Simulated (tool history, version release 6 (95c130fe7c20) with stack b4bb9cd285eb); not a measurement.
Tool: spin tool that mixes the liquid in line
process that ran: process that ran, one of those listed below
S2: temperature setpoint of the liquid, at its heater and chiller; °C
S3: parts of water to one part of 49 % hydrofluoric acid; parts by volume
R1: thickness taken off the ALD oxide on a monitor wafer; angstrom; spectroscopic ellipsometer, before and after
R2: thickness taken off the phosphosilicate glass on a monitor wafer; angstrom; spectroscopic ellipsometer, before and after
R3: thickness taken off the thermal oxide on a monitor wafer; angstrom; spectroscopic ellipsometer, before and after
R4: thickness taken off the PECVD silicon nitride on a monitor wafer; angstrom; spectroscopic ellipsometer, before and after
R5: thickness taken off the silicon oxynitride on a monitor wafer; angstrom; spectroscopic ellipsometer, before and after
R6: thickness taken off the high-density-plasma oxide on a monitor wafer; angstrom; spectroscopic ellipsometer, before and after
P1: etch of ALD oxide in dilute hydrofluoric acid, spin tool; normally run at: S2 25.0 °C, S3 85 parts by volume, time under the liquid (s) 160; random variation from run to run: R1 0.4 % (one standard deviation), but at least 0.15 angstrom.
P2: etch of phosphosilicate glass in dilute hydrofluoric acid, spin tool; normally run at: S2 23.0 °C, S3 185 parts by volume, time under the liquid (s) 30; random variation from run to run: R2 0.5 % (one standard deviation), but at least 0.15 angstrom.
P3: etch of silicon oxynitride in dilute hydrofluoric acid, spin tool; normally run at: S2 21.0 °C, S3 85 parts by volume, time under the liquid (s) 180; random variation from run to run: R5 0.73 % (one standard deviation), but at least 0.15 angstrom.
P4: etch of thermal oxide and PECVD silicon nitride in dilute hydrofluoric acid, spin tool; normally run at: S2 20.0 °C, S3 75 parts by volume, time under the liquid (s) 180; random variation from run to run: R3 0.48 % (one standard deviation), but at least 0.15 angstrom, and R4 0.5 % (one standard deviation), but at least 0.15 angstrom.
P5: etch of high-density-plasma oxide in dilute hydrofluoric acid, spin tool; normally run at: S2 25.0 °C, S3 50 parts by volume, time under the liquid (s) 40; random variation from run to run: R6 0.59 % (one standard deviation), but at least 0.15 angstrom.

run 1 hour=18.4 | process_that_ran=P1 S2=25.0 S3=85 time_under_the_liquid_(s)=160 | R1=196.310
run 2 hour=34.2 | process_that_ran=P2 S2=23.0 S3=185 time_under_the_liquid_(s)=60 | R2=422.00
run 3 hour=52.2 | process_that_ran=P1 S2=18.0 S3=125 time_under_the_liquid_(s)=160 | R1=95.918
run 4 hour=62.5 | process_that_ran=P4 S2=20.0 S3=75 time_under_the_liquid_(s)=180 | R3=105.480 R4=41.829
run 5 hour=73.0 | process_that_ran=P2 S2=23.0 S3=185 time_under_the_liquid_(s)=30 | R2=210.85
run 6 hour=83.6 | process_that_ran=P4 S2=27.5 S3=75 time_under_the_liquid_(s)=180 | R3=141.570 R4=68.016
run 7 hour=100.1 | process_that_ran=P3 S2=17.0 S3=85 time_under_the_liquid_(s)=180 | R5=29.252
run 8 hour=109.5 | process_that_ran=P4 S2=20.0 S3=140 time_under_the_liquid_(s)=180 | R3=51.803 R4=22.725
run 9 hour=121.6 | process_that_ran=P1 S2=29.0 S3=85 time_under_the_liquid_(s)=160 | R1=231.020
run 10 hour=130.9 | process_that_ran=P1 S2=25.0 S3=85 time_under_the_liquid_(s)=250 | R1=307.230
run 11 hour=141.7 | process_that_ran=P1 S2=25.0 S3=85 time_under_the_liquid_(s)=160 | R1=196.700
run 12 hour=153.7 | process_that_ran=P2 S2=23.0 S3=185 time_under_the_liquid_(s)=30 | R2=212.43
run 13 hour=162.7 | process_that_ran=P1 S2=25.0 S3=85 time_under_the_liquid_(s)=160 | R1=196.080
run 14 hour=172.0 | process_that_ran=P5 S2=21.5 S3=50 time_under_the_liquid_(s)=40 | R6=39.312
run 15 hour=184.9 | process_that_ran=P4 S2=20.0 S3=75 time_under_the_liquid_(s)=360 | R3=208.120 R4=83.492
run 16 hour=196.9 | process_that_ran=P3 S2=21.0 S3=140 time_under_the_liquid_(s)=180 | R5=20.510
run 17 hour=208.0 | process_that_ran=P3 S2=21.0 S3=85 time_under_the_liquid_(s)=180 | R5=35.872
run 18 hour=225.4 | process_that_ran=P4 S2=20.0 S3=75 time_under_the_liquid_(s)=180 | R3=104.020 R4=41.346
run 19 hour=238.7 | process_that_ran=P1 S2=25.0 S3=145 time_under_the_liquid_(s)=160 | R1=105.750
run 20 hour=252.3 | process_that_ran=P1 S2=25.0 S3=85 time_under_the_liquid_(s)=160 | R1=196.510
run 21 hour=264.9 | process_that_ran=P5 S2=25.0 S3=50 time_under_the_liquid_(s)=40 | R6=45.707
run 22 hour=275.1 | process_that_ran=P3 S2=21.0 S3=85 time_under_the_liquid_(s)=180 | R5=36.454
run 23 hour=293.6 | process_that_ran=P2 S2=23.0 S3=280 time_under_the_liquid_(s)=30 | R2=128.21
run 24 hour=306.5 | process_that_ran=P3 S2=21.0 S3=85 time_under_the_liquid_(s)=275 | R5=54.868
run 25 hour=316.4 | process_that_ran=P2 S2=29.0 S3=185 time_under_the_liquid_(s)=30 | R2=263.84
run 26 hour=329.8 | process_that_ran=P1 S2=25.0 S3=85 time_under_the_liquid_(s)=160 | R1=196.460
run 27 hour=341.6 | process_that_ran=P5 S2=25.0 S3=50 time_under_the_liquid_(s)=70 | R6=78.414
run 28 hour=358.3 | process_that_ran=P1 S2=25.0 S3=30 time_under_the_liquid_(s)=160 | R1=601.140
run 29 hour=375.8 | process_that_ran=P5 S2=25.0 S3=20 time_under_the_liquid_(s)=40 | R6=117.670
run 30 hour=394.9 | process_that_ran=P1 S2=19.5 S3=85 time_under_the_liquid_(s)=160 | R1=157.750
run 31 hour=410.8 | process_that_ran=P1 S2=25.0 S3=85 time_under_the_liquid_(s)=25 | R1=30.579
run 32 hour=429.3 | process_that_ran=P1 S2=30.5 S3=50 time_under_the_liquid_(s)=160 | R1=432.530
run 33 hour=438.1 | process_that_ran=P1 S2=25.0 S3=85 time_under_the_liquid_(s)=160 | R1=196.310
run 34 hour=447.8 | process_that_ran=P1 S2=25.0 S3=85 time_under_the_liquid_(s)=160 | R1=194.340
run 35 hour=463.0 | process_that_ran=P1 S2=25.0 S3=85 time_under_the_liquid_(s)=160 | R1=191.070
run 36 hour=481.7 | process_that_ran=P1 S2=25.0 S3=85 time_under_the_liquid_(s)=160 | R1=188.410
run 37 hour=496.1 | process_that_ran=P1 S2=25.0 S3=85 time_under_the_liquid_(s)=160 | R1=188.690
run 38 hour=509.9 | process_that_ran=P1 S2=25.0 S3=85 time_under_the_liquid_(s)=160 | R1=187.710
run 39 hour=526.5 | process_that_ran=P1 S2=25.0 S3=85 time_under_the_liquid_(s)=160 | R1=185.860
run 40 hour=543.4 | process_that_ran=P1 S2=25.0 S3=85 time_under_the_liquid_(s)=160 | R1=184.870
run 41 hour=557.3 | process_that_ran=P1 S2=25.0 S3=85 time_under_the_liquid_(s)=160 | R1=185.990
run 42 hour=570.1 | process_that_ran=P1 S2=25.0 S3=85 time_under_the_liquid_(s)=160 | R1=184.910
run 43 hour=587.0 | process_that_ran=P1 S2=25.0 S3=85 time_under_the_liquid_(s)=160 | R1=186.320

For run 44, what comes out?
run 44 hour=602.4 | process_that_ran=P1 S2=25.0 S3=85 time_under_the_liquid_(s)=160 | R1=?

Run 44 produced R1 185.380 angstrom.
